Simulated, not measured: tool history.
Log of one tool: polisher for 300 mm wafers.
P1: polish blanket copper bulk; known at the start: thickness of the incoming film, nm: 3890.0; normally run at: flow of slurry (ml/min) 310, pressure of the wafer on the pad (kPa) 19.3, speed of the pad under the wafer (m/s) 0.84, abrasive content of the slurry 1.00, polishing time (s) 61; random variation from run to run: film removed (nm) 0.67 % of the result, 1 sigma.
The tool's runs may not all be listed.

run   hour  flow of slurry (ml/min)  pressure of the wafer on the pad (kPa)  speed of the pad under the wafer (m/s)  abrasive content of the slurry  polishing time (s)  wafers polished on this pad  hours since the slurry nozzle was cleaned  hours since the head pressure was calibrated  hours since the slurry blender was calibrated  film removed (nm)
  1   11.5                      310                                    19.3                                    0.84                            1.00                  61                          343                                       62.0                                         851.1                                           55.5             482.51
  2   18.5                      310                                    19.3                                    0.84                            1.00                  61                          389                                       69.0                                         858.1                                           62.5             482.08
  3   29.0                      310                                    19.3                                    0.84                            1.40                  35                          458                                       79.5                                         868.6                                           73.0             299.16
  4   36.3                      310                                    19.3                                    0.84                            1.25                  61                          506                                       86.8                                         875.9                                           80.3             501.95
  5   47.2                      185                                    19.3                                    0.84                            1.40                  61                          577                                       97.7                                         886.8                                           91.2             486.17
  6   54.1                      310                                    19.3                                    0.52                            1.00                  61                          622                                      104.6                                         893.7                                           98.1             295.46
  7   63.1                      310                                    19.3                                    0.84                            1.00                  61                          681                                      113.6                                         902.7                                          107.1             479.74
  8   70.4                      310                                    19.3                                    0.84                            1.00                  92                          729                                      120.9                                         910.0                                          114.4             730.96
  9   82.6                      490                                    19.3                                    0.84                            1.00                  61                          809                                      133.1                                         922.2                                          126.6             495.08
 10   89.0                      310                                    19.3                                    0.84                            1.00                  61                          851                                      139.5                                         928.6                                          133.0             477.27
 11  100.2                      310                                    30.3                                    0.84                            1.00                  61                          924                                      150.7                                         939.8                                          144.2             751.24
 12  110.1                      310                                    19.3                                    0.84                            1.00                  28                          989                                      160.6                                         949.7                                          154.1             219.54
 13  119.1                      185                                    19.3                                    0.84                            1.00                  61                         1048                                      169.6                                         958.7                                          163.1             455.12
 14  127.5                      310                                    19.3                                    0.84                            1.00                  61                         1103                                      178.0                                         967.1                                          171.5             476.77
     129.6  -- worn pad replaced by a new one
 15  135.3                      310                                    19.3                                    0.84                            0.55                  61                           37                                      185.8                                         974.9                                          179.3             424.16
 16  143.4                      310                                    19.3                                    1.10                            1.00                  61                           90                                      193.9                                         983.0                                          187.4             627.44
 17  154.2                      310                                    19.3                                    0.84                            0.65                  77                          161                                      204.7                                         993.8                                          198.2             554.75
 18  162.8                      310                                    11.0                                    0.84                            1.00                  61                          217                                      213.3                                        1002.4                                          206.8             276.67
 19  170.8                      310                                    19.3                                    0.84                            1.00                  61                          269                                      221.3                                        1010.4                                          214.8             482.61
 20  177.8                      310                                    19.3                                    0.84                            1.00                  61                          315                                      228.3                                        1017.4                                          221.8             480.58
 21  189.1                      310                                    19.3                                    0.84                            1.00                  61                          389                                      239.6                                        1028.7                                          233.1             476.17
 22  198.5                      310                                    19.3                                    0.84                            1.00                  61                          451                                      249.0                                        1038.1                                          242.5             471.23
 23  208.0                      310                                    19.3                                    0.84                            1.00                  61                          513                                      258.5                                        1047.6                                          252.0             466.76
 24  217.2                      310                                    19.3                                    0.84                            1.00                  61                          573                                      267.7                                        1056.8                                          261.2             463.42
 25  225.4                      310                                    19.3                                    0.84                            1.00                  61                          627                                      275.9                                        1065.0                                          269.4             462.51
 26  234.3                      310                                    19.3                                    0.84                            1.00                  61                          685                                      284.8                                        1073.9                                          278.3             457.35
     242.0  -- slurry blender recalibrated
 27  242.8                      310                                    19.3                                    0.84                            1.00                  61                          741                                      293.3                                        1082.4                                            0.8             455.19
 28  250.2                      310                                    19.3                                    0.84                            1.00                  61                          790                                      300.7                                        1089.8                                            8.2             460.38
     250.7  -- worn pad replaced by a new one
 29  261.6                      310                                    19.3                                    0.84                            1.00                  61                           71                                      312.1                                        1101.2                                           19.6             451.84
 30  271.2                      310                                    19.3                                    0.84                            1.00                  61                          134                                      321.7                                        1110.8                                           29.2             458.06
 31  282.3                      310                                    19.3                                    0.84                            1.00                  61                          207                                      332.8                                        1121.9                                           40.3             451.36

What P1 gives has crept away from where it was. These 2 causes fit the log equally well, each at the size given:
A: head's pressure below its setpoint, % = 5.31
B: slurry flow missing at the pad, % = 38.9
The creep began at about hour 189.1.
Why every other cause is out:
removal rate lost through wear of the pad, %: serviced at hour 250.7, which brought nothing back
abrasive missing from the slurry, %: serviced at hour 242.0, which brought nothing back

4 check runs are offered, each on 3 wafers whose results are averaged, their results left as question marks. Which one tells the causes apart?
check 1  293.4                      190                                    19.3                                    0.84                            1.00                  29                                                                                                                                                                                       ?
check 2  293.4                      310                                    19.3                                    0.84                            0.60                  91                                                                                                                                                                                       ?
check 3  293.4                      310                                    19.3                                    1.02                            1.00                  61                                                                                                                                                                                       ?
check 4  293.4                      310                                    19.3                                    0.84                            1.00                  75                                                                                                                                                                                       ?

What each check would give under each cause:
  check             result    if A    if B
check 1  film removed (nm)  204.57  198.17
check 2  film removed (nm)  609.46  609.44
check 3  film removed (nm)  551.61  551.58
check 4  film removed (nm)  558.52  558.50
How far apart the two closest causes lie, in the result that separates them most: check 1 3.18 %; check 2 0 %; check 3 0 %; check 4 0 %
Only check 1 tells the causes apart: in the others they would give nearly the same result.

Check 1 was then run and gave: film removed (nm) 197.09. Which cause is it?

It is B: slurry flow missing at the pad, %.
